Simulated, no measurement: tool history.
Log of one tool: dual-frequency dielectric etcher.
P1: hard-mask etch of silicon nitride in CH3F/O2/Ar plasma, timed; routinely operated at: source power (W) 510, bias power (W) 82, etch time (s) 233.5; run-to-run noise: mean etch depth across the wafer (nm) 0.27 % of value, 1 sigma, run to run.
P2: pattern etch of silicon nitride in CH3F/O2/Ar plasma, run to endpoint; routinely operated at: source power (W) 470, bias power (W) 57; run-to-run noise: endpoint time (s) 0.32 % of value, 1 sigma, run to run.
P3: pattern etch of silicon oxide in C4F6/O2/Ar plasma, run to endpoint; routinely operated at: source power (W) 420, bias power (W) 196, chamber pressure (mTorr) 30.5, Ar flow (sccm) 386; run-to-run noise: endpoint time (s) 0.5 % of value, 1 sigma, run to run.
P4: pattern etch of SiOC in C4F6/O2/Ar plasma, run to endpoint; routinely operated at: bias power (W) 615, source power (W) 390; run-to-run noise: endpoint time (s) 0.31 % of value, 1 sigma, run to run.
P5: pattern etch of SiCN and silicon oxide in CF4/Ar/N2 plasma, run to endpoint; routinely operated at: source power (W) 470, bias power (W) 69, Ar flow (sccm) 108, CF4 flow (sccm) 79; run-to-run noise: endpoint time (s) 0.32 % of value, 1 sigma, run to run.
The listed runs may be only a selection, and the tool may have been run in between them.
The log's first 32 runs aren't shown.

run   hour  process that ran  source power (W)  bias power (W)  etch time (s)  chamber pressure (mTorr)  Ar flow (sccm)  CF4 flow (sccm)  hours since the last wet clean  hours since the last source power generator calibration  hours since the last bias power generator calibration  mean etch depth across the wafer (nm)  endpoint time (s)
 33  365.1                P5               470              69                                                      108              108                           488.4                                                   1881.2                                                 3999.8                                                   13.8220
 34  378.9                P1               510              82          233.5                                                                                      502.2                                                   1895.0                                                 4013.6                                 189.00
 35  393.8                P1               510              82          233.5                                                                                      517.1                                                   1909.9                                                 4028.5                                 190.46
 36  407.8                P1               510              82          233.5                                                                                      531.1                                                   1923.9                                                 4042.5                                 190.83
 37  421.2                P1               510              82          233.5                                                                                      544.5                                                   1937.3                                                 4055.9                                 190.68
 38  436.1                P1               510              82          233.5                                                                                      559.4                                                   1952.2                                                 4070.8                                 191.99
 39  449.7                P1               510              82          233.5                                                                                      573.0                                                   1965.8                                                 4084.4                                 191.25
     461.2  -- wet clean of the chamber
 40  461.5                P1               510              82          233.5                                                                                        0.4                                                   1977.6                                                 4096.2                                 191.39

What does the tool deliver on the next run?
 41  476.3                P1               510              82          233.5                                                                                       15.2                                                   1992.4                                                 4111.0                                      ?

mean etch depth across the wafer (nm): 191.71
